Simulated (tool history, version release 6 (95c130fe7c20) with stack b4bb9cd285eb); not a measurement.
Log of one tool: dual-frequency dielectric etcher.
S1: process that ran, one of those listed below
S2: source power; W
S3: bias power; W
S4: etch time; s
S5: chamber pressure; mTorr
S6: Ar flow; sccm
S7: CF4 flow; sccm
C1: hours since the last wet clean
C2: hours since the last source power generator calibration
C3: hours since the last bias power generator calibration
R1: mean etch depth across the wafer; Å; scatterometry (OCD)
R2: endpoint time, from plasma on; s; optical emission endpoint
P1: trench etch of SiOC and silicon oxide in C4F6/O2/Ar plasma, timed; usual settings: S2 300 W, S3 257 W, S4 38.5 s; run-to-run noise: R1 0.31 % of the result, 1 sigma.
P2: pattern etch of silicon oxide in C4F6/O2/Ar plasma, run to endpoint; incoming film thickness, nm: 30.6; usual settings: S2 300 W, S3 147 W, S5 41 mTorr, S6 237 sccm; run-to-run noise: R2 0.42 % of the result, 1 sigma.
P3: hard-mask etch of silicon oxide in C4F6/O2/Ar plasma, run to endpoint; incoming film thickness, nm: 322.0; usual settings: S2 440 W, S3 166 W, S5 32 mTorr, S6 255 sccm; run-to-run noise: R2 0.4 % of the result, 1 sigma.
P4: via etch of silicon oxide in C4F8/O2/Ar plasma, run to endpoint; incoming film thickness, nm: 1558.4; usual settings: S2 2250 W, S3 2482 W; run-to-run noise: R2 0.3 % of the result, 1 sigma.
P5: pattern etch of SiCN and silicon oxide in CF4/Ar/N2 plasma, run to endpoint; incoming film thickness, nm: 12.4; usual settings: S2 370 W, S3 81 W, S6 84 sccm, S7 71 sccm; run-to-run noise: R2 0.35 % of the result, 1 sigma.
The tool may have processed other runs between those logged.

run 1 day=0.538 | S1=P1 S2=300 S3=257 S4=38.5 | C1=486.8 C2=488.9 C3=2652.3 | R1=738.4
run 2 day=1.175 | S1=P1 S2=390 S3=165 S4=38.5 | C1=502.1 C2=504.2 C3=2667.6 | R1=707.66
run 3 day=1.525 | S1=P2 S2=300 S3=194 S5=41 S6=237 | C1=510.5 C2=512.6 C3=2676 | R2=10.536
run 4 day=2.112 | S1=P1 S2=300 S3=257 S4=38.5 | C1=524.6 C2=526.7 C3=2690.1 | R1=738.2
run 5 day=2.433 | S1=P1 S2=300 S3=257 S4=38.5 | C1=532.3 C2=534.4 C3=2697.8 | R1=736.34
run 6 day=3.021 | S1=P1 S2=300 S3=257 S4=38.5 | C1=546.4 C2=548.5 C3=2711.9 | R1=739.38
run 7 day=3.367 | S1=P1 S2=410 S3=338 S4=38.5 | C1=554.7 C2=556.8 C3=2720.2 | R1=917.85
run 8 day=4 | S1=P4 S2=2250 S3=2482 | C1=569.9 C2=572 C3=2735.4 | R2=277.57
run 9 day=4.404 | S1=P5 S2=520 S3=81 S6=84 S7=71 | C1=579.6 C2=581.7 C3=2745.1 | R2=12.381
run 10 day=4.754 | S1=P1 S2=300 S3=257 S4=38.5 | C1=588 C2=590.1 C3=2753.5 | R1=736.63
run 11 day=5.221 | S1=P1 S2=400 S3=257 S4=38.5 | C1=599.2 C2=601.3 C3=2764.7 | R1=824.47
run 12 day=5.708 | S1=P3 S2=440 S3=166 S5=38 S6=255 | C1=610.9 C2=613 C3=2776.4 | R2=103.38
run 13 day=6.3 | S1=P5 S2=370 S3=81 S6=60 S7=71 | C1=625.1 C2=627.2 C3=2790.6 | R2=16.084
run 14 day=6.679 | S1=P1 S2=230 S3=257 S4=38.5 | C1=634.2 C2=636.3 C3=2799.7 | R1=668.97
run 15 day=7.104 | S1=P1 S2=300 S3=160 S4=38.5 | C1=644.4 C2=646.5 C3=2809.9 | R1=633.54
run 16 day=7.417 | S1=P3 S2=440 S3=166 S5=32 S6=255 | C1=651.9 C2=654 C3=2817.4 | R2=100.82
run 17 day=8.004 | S1=P1 S2=300 S3=257 S4=38.5 | C1=666 C2=668.1 C3=2831.5 | R1=740.19
run 18 day=8.446 | S1=P3 S2=440 S3=166 S5=32 S6=344 | C1=676.6 C2=678.7 C3=2842.1 | R2=104.07
run 19 day=9.017 | S1=P4 S2=1530 S3=2482 | C1=690.3 C2=692.4 C3=2855.8 | R2=324.73
run 20 day=9.662 | S1=P3 S2=440 S3=235 S5=32 S6=255 | C1=705.8 C2=707.9 C3=2871.3 | R2=89.778
run 21 day=10.204 | S1=P2 S2=300 S3=147 S5=41 S6=237 | C1=718.8 C2=720.9 C3=2884.3 | R2=11.598
run 22 day=10.638 | S1=P1 S2=300 S3=361 S4=38.5 | C1=729.2 C2=731.3 C3=2894.7 | R1=834.92
run 23 day=11.117 | S1=P5 S2=370 S3=81 S6=84 S7=43 | C1=740.7 C2=742.8 C3=2906.2 | R2=18.004
run 24 day=11.617 | S1=P2 S2=190 S3=147 S5=41 S6=237 | C1=752.7 C2=754.8 C3=2918.2 | R2=13.781
-- day=11.946 source power generator calibrated
run 25 day=12.162 | S1=P2 S2=300 S3=147 S5=41 S6=150 | C1=765.8 C2=5.2 C3=2931.3 | R2=10.974
run 26 day=12.854 | S1=P1 S2=300 S3=257 S4=50.5 | C1=782.4 C2=21.8 C3=2947.9 | R1=974.95
run 27 day=13.462 | S1=P1 S2=300 S3=257 S4=25 | C1=797 C2=36.4 C3=2962.5 | R1=478.95
run 28 day=14 | S1=P4 S2=2250 S3=1962 | C1=809.9 C2=49.3 C3=2975.4 | R2=296.95
run 29 day=14.354 | S1=P1 S2=300 S3=195 S4=24.5 | C1=818.4 C2=57.8 C3=2983.9 | R1=428.47
run 30 day=14.675 | S1=P3 S2=330 S3=166 S5=32 S6=255 | C1=826.1 C2=65.5 C3=2991.6 | R2=112.53
run 31 day=15.046 | S1=P5 S2=370 S3=53 S6=84 S7=71 | C1=835 C2=74.4 C3=3000.5 | R2=19.125
run 32 day=15.608 | S1=P2 S2=300 S3=147 S5=25 S6=237 | C1=848.5 C2=87.9 C3=3014 | R2=10.88
run 33 day=16.071 | S1=P5 S2=370 S3=81 S6=84 S7=71 | C1=859.6 C2=99 C3=3025.1 | R2=16.694
run 34 day=16.438 | S1=P1 S2=300 S3=257 S4=38.5 | C1=868.4 C2=107.8 C3=3033.9 | R1=740.09
run 35 day=16.967 | S1=P1 S2=300 S3=257 S4=38.5 | C1=881.1 C2=120.5 C3=3046.6 | R1=743.23
run 36 day=17.646 | S1=P1 S2=300 S3=257 S4=38.5 | C1=897.4 C2=136.8 C3=3062.9 | R1=747.38
-- day=18.179 wet clean of the chamber
run 37 day=18.267 | S1=P1 S2=300 S3=257 S4=38.5 | C1=2.1 C2=151.7 C3=3077.8 | R1=745.5
run 38 day=18.696 | S1=P1 S2=300 S3=257 S4=38.5 | C1=12.4 C2=162 C3=3088.1 | R1=748.63
run 39 day=19.192 | S1=P1 S2=300 S3=257 S4=38.5 | C1=24.3 C2=173.9 C3=3100 | R1=753.49
run 40 day=19.542 | S1=P1 S2=300 S3=257 S4=38.5 | C1=32.7 C2=182.3 C3=3108.4 | R1=751.43

Something has made what P1 gives creep away from where it was; the 2 causes below, each at its own stated size, fit the log equally well:
A: bias power that arrives over what is set, % = 4.57
B: source power that arrives over what is set, % = 4.18
The gradual shift began around day 16.438.
Excluded causes, each with its reason:
chamber walls in a state that raises the etch rate, %: its service at day 18.179 followed the start of the drift and did not put the process back to its old value

Which of the check runs below tells the causes apart, meaning the causes would give it clearly different results? Each run uses 2 wafers whose results are averaged, and each result is shown as a question mark.
run check 1 day=19.892 | S1=P4 S2=1550 S3=2482 | R2=?
run check 2 day=19.892 | S1=P2 S2=300 S3=147 S5=30 S6=237 | R2=?
run check 3 day=19.892 | S1=P3 S2=440 S3=195 S5=32 S6=255 | R2=?
run check 4 day=19.892 | S1=P5 S2=480 S3=81 S6=84 S7=71 | R2=?

Outcome of each check run for each possible cause:
check=check_1 result=R2 if_A=317.76 if_B=317
check=check_2 result=R2 if_A=10.994 if_B=10.97
check=check_3 result=R2 if_A=94.429 if_B=94.279
check=check_4 result=R2 if_A=13.084 if_B=12.811
Minimum pairwise separation of causes per check, each pair taken at its best-separating result: check 1 0.24 %; check 2 0.22 %; check 3 0.16 %; check 4 2.11 %
Of the check runs offered, only check 4 discriminates between the causes; the rest would read about the same regardless of which cause applies.

Check 4 was carried out, with these results: R2 12.832 s. Which of the listed causes is responsible?

Of the candidate causes, it is B: source power that arrives over what is set, %.
